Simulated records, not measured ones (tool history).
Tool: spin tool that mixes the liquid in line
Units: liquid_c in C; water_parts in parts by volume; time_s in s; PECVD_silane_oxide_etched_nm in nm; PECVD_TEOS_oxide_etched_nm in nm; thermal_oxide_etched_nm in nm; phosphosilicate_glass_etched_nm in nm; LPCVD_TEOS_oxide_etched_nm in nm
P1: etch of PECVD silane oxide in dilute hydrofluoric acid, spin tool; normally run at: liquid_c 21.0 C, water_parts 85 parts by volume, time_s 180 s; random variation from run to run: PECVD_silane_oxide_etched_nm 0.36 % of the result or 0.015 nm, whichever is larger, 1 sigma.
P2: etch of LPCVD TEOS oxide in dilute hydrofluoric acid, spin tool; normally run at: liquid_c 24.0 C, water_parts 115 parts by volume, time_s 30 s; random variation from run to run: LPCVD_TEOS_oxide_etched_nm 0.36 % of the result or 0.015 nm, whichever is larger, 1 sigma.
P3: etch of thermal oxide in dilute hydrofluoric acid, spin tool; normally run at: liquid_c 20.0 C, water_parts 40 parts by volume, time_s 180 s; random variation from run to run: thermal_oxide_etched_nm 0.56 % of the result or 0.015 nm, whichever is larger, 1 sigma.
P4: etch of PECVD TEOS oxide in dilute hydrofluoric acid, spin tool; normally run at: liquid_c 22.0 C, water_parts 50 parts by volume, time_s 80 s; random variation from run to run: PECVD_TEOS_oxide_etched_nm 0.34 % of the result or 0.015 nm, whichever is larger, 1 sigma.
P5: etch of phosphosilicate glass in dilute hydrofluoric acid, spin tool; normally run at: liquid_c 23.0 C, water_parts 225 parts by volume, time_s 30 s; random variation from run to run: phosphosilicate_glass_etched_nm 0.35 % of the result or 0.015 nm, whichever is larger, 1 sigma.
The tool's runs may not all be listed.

| run | hour | process | liquid_c | water_parts | time_s | PECVD_silane_oxide_etched_nm | PECVD_TEOS_oxide_etched_nm | thermal_oxide_etched_nm | phosphosilicate_glass_etched_nm | LPCVD_TEOS_oxide_etched_nm |
|---|---|---|---|---|---|---|---|---|---|---|
| 1 | 5.0 | P1 | 21.0 | 85 | 180 | 28.8800 |  |  |  |  |
| 2 | 16.4 | P4 | 22.0 | 75 | 80 |  | 13.953 |  |  |  |
| 3 | 23.2 | P3 | 20.0 | 40 | 180 |  |  | 19.432 |  |  |
| 4 | 34.5 | P1 | 21.0 | 85 | 180 | 28.7870 |  |  |  |  |
| 5 | 44.5 | P1 | 29.0 | 85 | 180 | 39.7170 |  |  |  |  |
| 6 | 54.9 | P5 | 23.0 | 225 | 65 |  |  |  | 35.896 |  |
| 7 | 65.6 | P4 | 27.0 | 50 | 80 |  | 26.653 |  |  |  |
| 8 | 74.2 | P1 | 26.0 | 85 | 15 | 2.9243 |  |  |  |  |
| 9 | 80.3 | P3 | 20.0 | 40 | 180 |  |  | 19.555 |  |  |
| 10 | 89.6 | P2 | 24.0 | 115 | 30 |  |  |  |  | 14.6420 |
| 11 | 99.0 | P1 | 21.0 | 85 | 180 | 28.8840 |  |  |  |  |
| 12 | 109.2 | P3 | 20.0 | 40 | 340 |  |  | 36.660 |  |  |
| 13 | 119.2 | P1 | 21.0 | 85 | 180 | 28.7920 |  |  |  |  |
| 14 | 124.6 | P1 | 21.0 | 25 | 180 | 105.7100 |  |  |  |  |
| 15 | 130.8 | P4 | 22.0 | 50 | 80 |  | 21.759 |  |  |  |
| 16 | 139.9 | P3 | 28.0 | 40 | 180 |  |  | 26.857 |  |  |
| 17 | 146.9 | P1 | 21.0 | 85 | 180 | 28.9650 |  |  |  |  |
| 18 | 152.3 | P3 | 20.0 | 55 | 180 |  |  | 13.877 |  |  |
| 19 | 160.8 | P2 | 24.0 | 115 | 15 |  |  |  |  | 7.3158 |
| 20 | 171.5 | P1 | 17.0 | 85 | 180 | 24.5680 |  |  |  |  |
| 21 | 180.7 | P1 | 21.0 | 85 | 35 | 5.6033 |  |  |  |  |
| 22 | 189.3 | P2 | 24.0 | 55 | 30 |  |  |  |  | 33.0060 |
| 23 | 196.6 | P5 | 23.0 | 225 | 30 |  |  |  | 16.511 |  |
| 24 | 203.8 | P5 | 23.0 | 225 | 30 |  |  |  | 16.514 |  |
| 25 | 212.9 | P1 | 21.0 | 85 | 360 | 57.9240 |  |  |  |  |
| 26 | 218.8 | P1 | 25.0 | 85 | 265 | 50.1510 |  |  |  |  |
| 27 | 229.5 | P1 | 21.0 | 85 | 180 | 28.8900 |  |  |  |  |
| 28 | 237.4 | P1 | 17.0 | 25 | 180 | 88.2460 |  |  |  |  |
| 29 | 246.4 | P5 | 31.0 | 225 | 30 |  |  |  | 21.844 |  |
| 30 | 256.0 | P5 | 23.0 | 115 | 30 |  |  |  | 36.565 |  |
| 31 | 263.6 | P4 | 22.0 | 50 | 20 |  | 5.421 |  |  |  |
| 32 | 270.9 | P1 | 21.0 | 135 | 180 | 17.2420 |  |  |  |  |
| 33 | 275.9 | P1 | 21.0 | 85 | 180 | 28.8360 |  |  |  |  |

Run 34 comes next. What will it give?
| 34 | 282.1 | P2 | 28.5 | 115 | 30 |  |  |  |  | ? |

{"run 34": {"LPCVD_TEOS_oxide_etched_nm": 17.46}}
